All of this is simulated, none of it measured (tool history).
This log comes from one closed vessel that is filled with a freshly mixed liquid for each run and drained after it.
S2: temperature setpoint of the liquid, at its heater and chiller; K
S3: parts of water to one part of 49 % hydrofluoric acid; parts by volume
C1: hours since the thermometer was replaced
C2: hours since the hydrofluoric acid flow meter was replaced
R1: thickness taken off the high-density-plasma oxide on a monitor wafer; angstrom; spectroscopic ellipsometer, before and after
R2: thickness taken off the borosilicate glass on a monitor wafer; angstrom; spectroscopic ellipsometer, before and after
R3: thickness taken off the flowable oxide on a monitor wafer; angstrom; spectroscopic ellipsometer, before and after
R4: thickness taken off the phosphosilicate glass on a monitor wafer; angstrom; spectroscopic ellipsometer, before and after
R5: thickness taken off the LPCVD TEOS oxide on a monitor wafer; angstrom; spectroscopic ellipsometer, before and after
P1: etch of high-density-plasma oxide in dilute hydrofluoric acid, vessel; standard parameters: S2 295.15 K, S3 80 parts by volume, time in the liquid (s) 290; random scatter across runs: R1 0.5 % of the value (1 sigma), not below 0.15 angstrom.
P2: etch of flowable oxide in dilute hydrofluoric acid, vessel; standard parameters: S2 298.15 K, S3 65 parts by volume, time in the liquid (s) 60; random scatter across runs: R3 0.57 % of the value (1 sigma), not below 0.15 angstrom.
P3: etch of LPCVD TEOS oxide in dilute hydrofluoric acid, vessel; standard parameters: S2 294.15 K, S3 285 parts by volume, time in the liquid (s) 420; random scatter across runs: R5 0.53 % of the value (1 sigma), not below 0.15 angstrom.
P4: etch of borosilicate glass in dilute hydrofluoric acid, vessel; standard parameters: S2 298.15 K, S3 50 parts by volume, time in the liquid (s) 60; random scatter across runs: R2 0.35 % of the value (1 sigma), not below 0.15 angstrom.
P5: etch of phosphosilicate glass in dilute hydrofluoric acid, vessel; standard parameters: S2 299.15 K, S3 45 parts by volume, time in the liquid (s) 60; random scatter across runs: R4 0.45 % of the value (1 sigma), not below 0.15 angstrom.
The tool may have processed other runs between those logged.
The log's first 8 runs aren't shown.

Run 9, hour 116.7: process that ran P5, S2 299.15 K, S3 45 parts by volume, time in the liquid (s) 60; C1 698.4; C2 697.9. Result: R4 942.91 angstrom.
Run 10, hour 133.7: process that ran P1, S2 295.15 K, S3 80 parts by volume, time in the liquid (s) 30; C1 715.4; C2 714.9. Result: R1 21.975 angstrom.
Run 11, hour 147.9: process that ran P1, S2 303.15 K, S3 80 parts by volume, time in the liquid (s) 30; C1 729.6; C2 729.1. Result: R1 30.419 angstrom.
Run 12, hour 156.3: process that ran P2, S2 298.15 K, S3 65 parts by volume, time in the liquid (s) 60; C1 738.0; C2 737.5. Result: R3 353.36 angstrom.
Run 13, hour 165.8: process that ran P5, S2 299.15 K, S3 45 parts by volume, time in the liquid (s) 60; C1 747.5; C2 747.0. Result: R4 952.45 angstrom.
Run 14, hour 174.4: process that ran P5, S2 306.15 K, S3 45 parts by volume, time in the liquid (s) 60; C1 756.1; C2 755.6. Result: R4 1249.10 angstrom.
Run 15, hour 184.1: process that ran P2, S2 305.15 K, S3 65 parts by volume, time in the liquid (s) 60; C1 765.8; C2 765.3. Result: R3 466.27 angstrom.
Run 16, hour 197.6: process that ran P1, S2 295.15 K, S3 80 parts by volume, time in the liquid (s) 290; C1 779.3; C2 778.8. Result: R1 212.630 angstrom.
Run 17, hour 212.6: process that ran P4, S2 298.15 K, S3 25 parts by volume, time in the liquid (s) 60; C1 794.3; C2 793.8. Result: R2 1398.30 angstrom.
Run 18, hour 220.5: process that ran P1, S2 295.15 K, S3 80 parts by volume, time in the liquid (s) 290; C1 802.2; C2 801.7. Result: R1 212.550 angstrom.
Run 19, hour 234.3: process that ran P1, S2 295.15 K, S3 80 parts by volume, time in the liquid (s) 290; C1 816.0; C2 815.5. Result: R1 213.890 angstrom.
Run 20, hour 249.2: process that ran P4, S2 298.15 K, S3 50 parts by volume, time in the liquid (s) 60; C1 830.9; C2 830.4. Result: R2 679.19 angstrom.
Run 21, hour 263.8: process that ran P1, S2 295.15 K, S3 80 parts by volume, time in the liquid (s) 290; C1 845.5; C2 845.0. Result: R1 212.530 angstrom.
Run 22, hour 277.6: process that ran P4, S2 302.65 K, S3 50 parts by volume, time in the liquid (s) 60; C1 859.3; C2 858.8. Result: R2 812.24 angstrom.
Run 23, hour 291.4: process that ran P1, S2 290.15 K, S3 80 parts by volume, time in the liquid (s) 520; C1 873.1; C2 872.6. Result: R1 306.380 angstrom.
Run 24, hour 309.2: process that ran P1, S2 302.65 K, S3 80 parts by volume, time in the liquid (s) 290; C1 890.9; C2 890.4. Result: R1 287.760 angstrom.
Run 25, hour 318.9: process that ran P1, S2 295.15 K, S3 20 parts by volume, time in the liquid (s) 290; C1 900.6; C2 900.1. Result: R1 919.330 angstrom.
Run 26, hour 327.2: process that ran P2, S2 298.15 K, S3 110 parts by volume, time in the liquid (s) 60; C1 908.9; C2 908.4. Result: R3 198.67 angstrom.

Predict the results of run 27:
Run 27, hour 343.2: process that ran P2, S2 298.15 K, S3 65 parts by volume, time in the liquid (s) 30; C1 924.9; C2 924.4. Result: R3 ?.

{"run 27": {"R3": 175.74}}
